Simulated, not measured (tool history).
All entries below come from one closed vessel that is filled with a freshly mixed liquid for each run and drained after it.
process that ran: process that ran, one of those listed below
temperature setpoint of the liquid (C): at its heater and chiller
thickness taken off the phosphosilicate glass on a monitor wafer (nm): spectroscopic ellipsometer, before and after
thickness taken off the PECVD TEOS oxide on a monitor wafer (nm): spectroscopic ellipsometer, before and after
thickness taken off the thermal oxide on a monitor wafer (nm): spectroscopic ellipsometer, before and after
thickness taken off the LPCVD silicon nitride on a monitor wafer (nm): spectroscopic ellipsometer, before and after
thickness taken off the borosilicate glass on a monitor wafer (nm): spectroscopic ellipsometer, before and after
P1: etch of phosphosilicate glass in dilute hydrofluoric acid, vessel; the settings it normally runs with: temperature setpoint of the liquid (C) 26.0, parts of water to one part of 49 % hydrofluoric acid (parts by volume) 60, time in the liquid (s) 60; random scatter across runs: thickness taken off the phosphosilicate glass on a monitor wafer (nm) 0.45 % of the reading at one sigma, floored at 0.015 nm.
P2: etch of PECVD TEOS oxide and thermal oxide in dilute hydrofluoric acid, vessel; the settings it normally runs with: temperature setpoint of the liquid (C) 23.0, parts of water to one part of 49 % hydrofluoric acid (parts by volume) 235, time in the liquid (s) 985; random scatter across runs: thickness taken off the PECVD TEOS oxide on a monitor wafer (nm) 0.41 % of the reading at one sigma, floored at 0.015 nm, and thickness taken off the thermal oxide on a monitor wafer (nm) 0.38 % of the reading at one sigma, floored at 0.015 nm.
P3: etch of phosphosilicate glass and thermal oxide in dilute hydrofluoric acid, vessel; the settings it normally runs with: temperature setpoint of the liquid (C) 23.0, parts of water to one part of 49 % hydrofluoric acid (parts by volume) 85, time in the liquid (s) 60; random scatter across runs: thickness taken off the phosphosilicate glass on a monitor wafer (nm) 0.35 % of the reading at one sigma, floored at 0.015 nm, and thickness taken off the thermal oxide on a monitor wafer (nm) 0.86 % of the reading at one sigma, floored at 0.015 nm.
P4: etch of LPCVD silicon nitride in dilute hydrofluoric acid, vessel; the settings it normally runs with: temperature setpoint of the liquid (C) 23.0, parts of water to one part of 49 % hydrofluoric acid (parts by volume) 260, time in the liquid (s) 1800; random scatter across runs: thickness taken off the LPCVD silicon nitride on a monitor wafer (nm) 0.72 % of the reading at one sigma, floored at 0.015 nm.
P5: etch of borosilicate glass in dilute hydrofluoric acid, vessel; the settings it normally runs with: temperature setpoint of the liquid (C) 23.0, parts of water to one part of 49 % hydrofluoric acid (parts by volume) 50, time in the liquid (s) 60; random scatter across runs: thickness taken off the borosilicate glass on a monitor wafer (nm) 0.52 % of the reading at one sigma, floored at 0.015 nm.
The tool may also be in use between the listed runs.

run   hour  process that ran  temperature setpoint of the liquid (C)  parts of water to one part of 49 % hydrofluoric acid (parts by volume)  time in the liquid (s)  thickness taken off the phosphosilicate glass on a monitor wafer (nm)  thickness taken off the PECVD TEOS oxide on a monitor wafer (nm)  thickness taken off the thermal oxide on a monitor wafer (nm)  thickness taken off the LPCVD silicon nitride on a monitor wafer (nm)  thickness taken off the borosilicate glass on a monitor wafer (nm)
  1    5.3                P1                                    26.0                                                                      60                      60                                                                 66.019
  2   12.7                P2                                    23.0                                                                      40                     985                                                                                                                                  326.990                                                       127.7800
  3   18.6                P4                                    23.0                                                                     260                    1800                                                                                                                                                                                                                                                                         3.8843
  4   24.6                P1                                    34.0                                                                      60                      90                                                                134.650
  5   28.9                P2                                    23.0                                                                     235                     480                                                                                                                                   21.870                                                         8.4997
  6   35.0                P4                                    28.5                                                                     260                    1800                                                                                                                                                                                                                                                                         5.3760
  7   42.8                P5                                    23.0                                                                      50                      60                                                                                                                                                                                                                                                                                                                                             36.514
  8   48.9                P1                                    33.5                                                                      60                      60                                                                 88.551
  9   56.1                P5                                    23.0                                                                      50                     110                                                                                                                                                                                                                                                                                                                                             67.527
 10   63.0                P1                                    26.0                                                                      60                      30                                                                 33.024
 11   68.5                P3                                    23.0                                                                      85                      30                                                                 27.272                                                                                                                           1.5505
 12   74.9                P2                                    23.0                                                                     235                     985                                                                                                                                   44.742                                                        17.3520
 13   80.9                P2                                    17.0                                                                     235                     985                                                                                                                                   35.603                                                        13.9430
 14   88.3                P5                                    23.0                                                                      30                      60                                                                                                                                                                                                                                                                                                                                             63.227
 15   94.0                P1                                    21.5                                                                      60                      60                                                                 55.133
 16  101.8                P1                                    26.0                                                                      30                      60                                                                138.800
 17  107.6                P1                                    26.0                                                                      60                      60                                                                 66.681
 18  114.2                P5                                    29.5                                                                      50                      60                                                                                                                                                                                                                                                                                                                                             47.306
 19  120.0                P2                                    23.0                                                                     235                     985                                                                                                                                   44.375                                                        17.4880
 20  127.2                P1                                    22.0                                                                      60                      35                                                                 32.958
 21  132.0                P1                                    26.0                                                                     100                      60                                                                 37.865
 22  136.8                P4                                    23.0                                                                     260                    3380                                                                                                                                                                                                                                                                         7.2034
 23  143.7                P3                                    23.0                                                                      85                      60                                                                 54.675                                                                                                                           3.0855
 24  151.1                P3                                    18.0                                                                      85                      60                                                                 44.412                                                                                                                           2.5756
 25  158.5                P1                                    26.0                                                                      60                      60                                                                 66.250
 26  166.5                P5                                    23.0                                                                      50                      60                                                                                                                                                                                                                                                                                                                                             36.565
 27  173.4                P4                                    23.0                                                                     260                    1800                                                                                                                                                                                                                                                                         3.8089
 28  177.6                P1                                    26.0                                                                      60                      90                                                                 98.607
 29  181.2                P4                                    23.0                                                                      75                    1800                                                                                                                                                                                                                                                                        13.1130
 30  187.1                P1                                    26.0                                                                      60                      60                                                                 66.336
 31  193.0                P3                                    23.0                                                                      45                      60                                                                107.270                                                                                                                           6.0969
 32  198.4                P1                                    26.0                                                                      90                      30                                                                 21.257
 33  203.2                P1                                    26.0                                                                      60                      60                                                                 66.478
 34  207.7                P1                                    26.0                                                                      60                      60                                                                 64.616
 35  213.4                P1                                    26.0                                                                      60                      60                                                                 63.478
 36  218.3                P1                                    26.0                                                                      60                      60                                                                 62.344
 37  223.2                P1                                    26.0                                                                      60                      60                                                                 61.309
 38  227.8                P1                                    26.0                                                                      60                      60                                                                 61.206
 39  231.5                P1                                    26.0                                                                      60                      60                                                                 61.085
 40  238.9                P1                                    26.0                                                                      60                      60                                                                 60.416
 41  244.7                P1                                    26.0                                                                      60                      60                                                                 60.476
 42  250.7                P1                                    26.0                                                                      60                      60                                                                 60.509
 43  255.5                P1                                    26.0                                                                      60                      60                                                                 60.585
 44  261.4                P1                                    26.0                                                                      60                      60                                                                 60.289

What P1 gives has crept away from where it was. These 2 causes fit the log equally well, each at the size given:
A: hydrofluoric acid flow below the setpoint (%) = 8.17
B: liquid colder than its thermometer reads (K) = 2.29
The creep began at about hour 203.2.

Consider the 4 single-wafer check runs listed below, results given as question marks: which one distinguishes between the causes by giving clearly different results for each?
check 1  267.3                P3                                    19.0                                                                      85                      60                                                                      ?                                                                                                                                ?
check 2  267.3                P4                                    23.0                                                                     150                    1800                                                                                                                                                                                                                                                                              ?
check 3  267.3                P2                                    17.0                                                                     100                     985                                                                                                                                        ?                                                              ?
check 4  267.3                P5                                    26.0                                                                      50                      60                                                                                                                                                                                                                                                                                                                                                  ?

Outcome of each check run for each possible cause:
  check                                                                 result     if A     if B
check 1  thickness taken off the phosphosilicate glass on a monitor wafer (nm)   41.922   41.789
check 1          thickness taken off the thermal oxide on a monitor wafer (nm)   2.3983   2.3908
check 2  thickness taken off the LPCVD silicon nitride on a monitor wafer (nm)   6.0864   5.6948
check 3       thickness taken off the PECVD TEOS oxide on a monitor wafer (nm)   86.609   86.337
check 3          thickness taken off the thermal oxide on a monitor wafer (nm)  33.8120  33.7060
check 4     thickness taken off the borosilicate glass on a monitor wafer (nm)   37.889   37.807
Distance between the nearest two causes, measured in the result of the check that separates them most: check 1 0.32 %; check 2 6.65 %; check 3 0.31 %; check 4 0.22 %
Check 2 tells the causes apart: in the others they would give nearly the same result.

Then check 2 was run and gave: thickness taken off the LPCVD silicon nitride on a monitor wafer (nm) 5.7061. Which cause is it?

Of the candidate causes, it is B: liquid colder than its thermometer reads (K).
